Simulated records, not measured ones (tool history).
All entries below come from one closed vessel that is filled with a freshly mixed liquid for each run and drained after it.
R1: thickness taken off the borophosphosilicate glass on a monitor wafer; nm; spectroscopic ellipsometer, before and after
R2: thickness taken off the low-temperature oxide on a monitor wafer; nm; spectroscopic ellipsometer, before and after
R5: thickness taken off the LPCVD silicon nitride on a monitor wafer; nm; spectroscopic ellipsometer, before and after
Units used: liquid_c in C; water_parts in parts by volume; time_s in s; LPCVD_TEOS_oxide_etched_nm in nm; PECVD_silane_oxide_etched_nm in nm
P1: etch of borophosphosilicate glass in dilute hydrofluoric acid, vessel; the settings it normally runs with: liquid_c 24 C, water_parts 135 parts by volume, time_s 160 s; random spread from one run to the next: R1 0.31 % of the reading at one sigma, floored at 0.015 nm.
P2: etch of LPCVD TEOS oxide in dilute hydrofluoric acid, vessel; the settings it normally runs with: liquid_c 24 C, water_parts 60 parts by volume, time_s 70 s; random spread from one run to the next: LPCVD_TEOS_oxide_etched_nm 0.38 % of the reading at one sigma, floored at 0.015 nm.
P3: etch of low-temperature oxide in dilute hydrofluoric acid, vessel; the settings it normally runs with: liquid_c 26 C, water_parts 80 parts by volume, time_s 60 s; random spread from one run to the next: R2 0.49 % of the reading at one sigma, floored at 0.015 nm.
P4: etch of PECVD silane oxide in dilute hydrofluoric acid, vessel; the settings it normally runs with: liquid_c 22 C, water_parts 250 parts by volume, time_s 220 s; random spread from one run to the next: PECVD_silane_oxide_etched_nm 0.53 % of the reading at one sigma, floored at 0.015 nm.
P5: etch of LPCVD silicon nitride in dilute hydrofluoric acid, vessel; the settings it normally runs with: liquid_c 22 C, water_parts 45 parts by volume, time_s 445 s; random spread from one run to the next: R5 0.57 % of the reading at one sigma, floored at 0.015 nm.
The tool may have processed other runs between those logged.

run 1 hour=12.5 | process=P1 liquid_c=24 water_parts=135 time_s=160 | R1=43.471
run 2 hour=25.9 | process=P3 liquid_c=26 water_parts=140 time_s=60 | R2=8.046
run 3 hour=32.9 | process=P1 liquid_c=24 water_parts=135 time_s=50 | R1=13.596
run 4 hour=45.6 | process=P1 liquid_c=17 water_parts=135 time_s=85 | R1=17.501
run 5 hour=53.8 | process=P2 liquid_c=24 water_parts=60 time_s=70 | LPCVD_TEOS_oxide_etched_nm=21.442
run 6 hour=65.6 | process=P4 liquid_c=22 water_parts=435 time_s=220 | PECVD_silane_oxide_etched_nm=14.789
run 7 hour=77.8 | process=P4 liquid_c=22 water_parts=250 time_s=220 | PECVD_silane_oxide_etched_nm=30.183
run 8 hour=85.4 | process=P1 liquid_c=24 water_parts=135 time_s=160 | R1=43.64
run 9 hour=94.5 | process=P1 liquid_c=24 water_parts=135 time_s=160 | R1=43.46
run 10 hour=100.5 | process=P4 liquid_c=17 water_parts=250 time_s=220 | PECVD_silane_oxide_etched_nm=25.014
run 11 hour=107.5 | process=P4 liquid_c=22 water_parts=250 time_s=315 | PECVD_silane_oxide_etched_nm=42.899
run 12 hour=113.5 | process=P2 liquid_c=24 water_parts=105 time_s=70 | LPCVD_TEOS_oxide_etched_nm=11.614
run 13 hour=122.6 | process=P3 liquid_c=26 water_parts=80 time_s=60 | R2=15.038
run 14 hour=132 | process=P4 liquid_c=22 water_parts=250 time_s=220 | PECVD_silane_oxide_etched_nm=30.163
run 15 hour=139.4 | process=P1 liquid_c=17.5 water_parts=135 time_s=160 | R1=33.587
run 16 hour=148.1 | process=P1 liquid_c=24 water_parts=205 time_s=160 | R1=26.404
run 17 hour=160.5 | process=P5 liquid_c=29.5 water_parts=45 time_s=445 | R5=6.8457
run 18 hour=167.7 | process=P5 liquid_c=22 water_parts=45 time_s=445 | R5=4.1531
run 19 hour=180.4 | process=P1 liquid_c=24 water_parts=70 time_s=160 | R1=91.428
run 20 hour=189.8 | process=P1 liquid_c=24 water_parts=135 time_s=160 | R1=43.588
run 21 hour=202.6 | process=P1 liquid_c=28 water_parts=135 time_s=160 | R1=50.578
run 22 hour=214.8 | process=P5 liquid_c=22 water_parts=25 time_s=445 | R5=7.343
run 23 hour=223.4 | process=P5 liquid_c=22 water_parts=45 time_s=820 | R5=7.7197
run 24 hour=230.5 | process=P3 liquid_c=26 water_parts=80 time_s=60 | R2=15.348

Run 25 comes next. What will it give?
run 25 hour=236.6 | process=P3 liquid_c=18.5 water_parts=80 time_s=60 | R2=?

Run 25 measured R2 11.277 nm.

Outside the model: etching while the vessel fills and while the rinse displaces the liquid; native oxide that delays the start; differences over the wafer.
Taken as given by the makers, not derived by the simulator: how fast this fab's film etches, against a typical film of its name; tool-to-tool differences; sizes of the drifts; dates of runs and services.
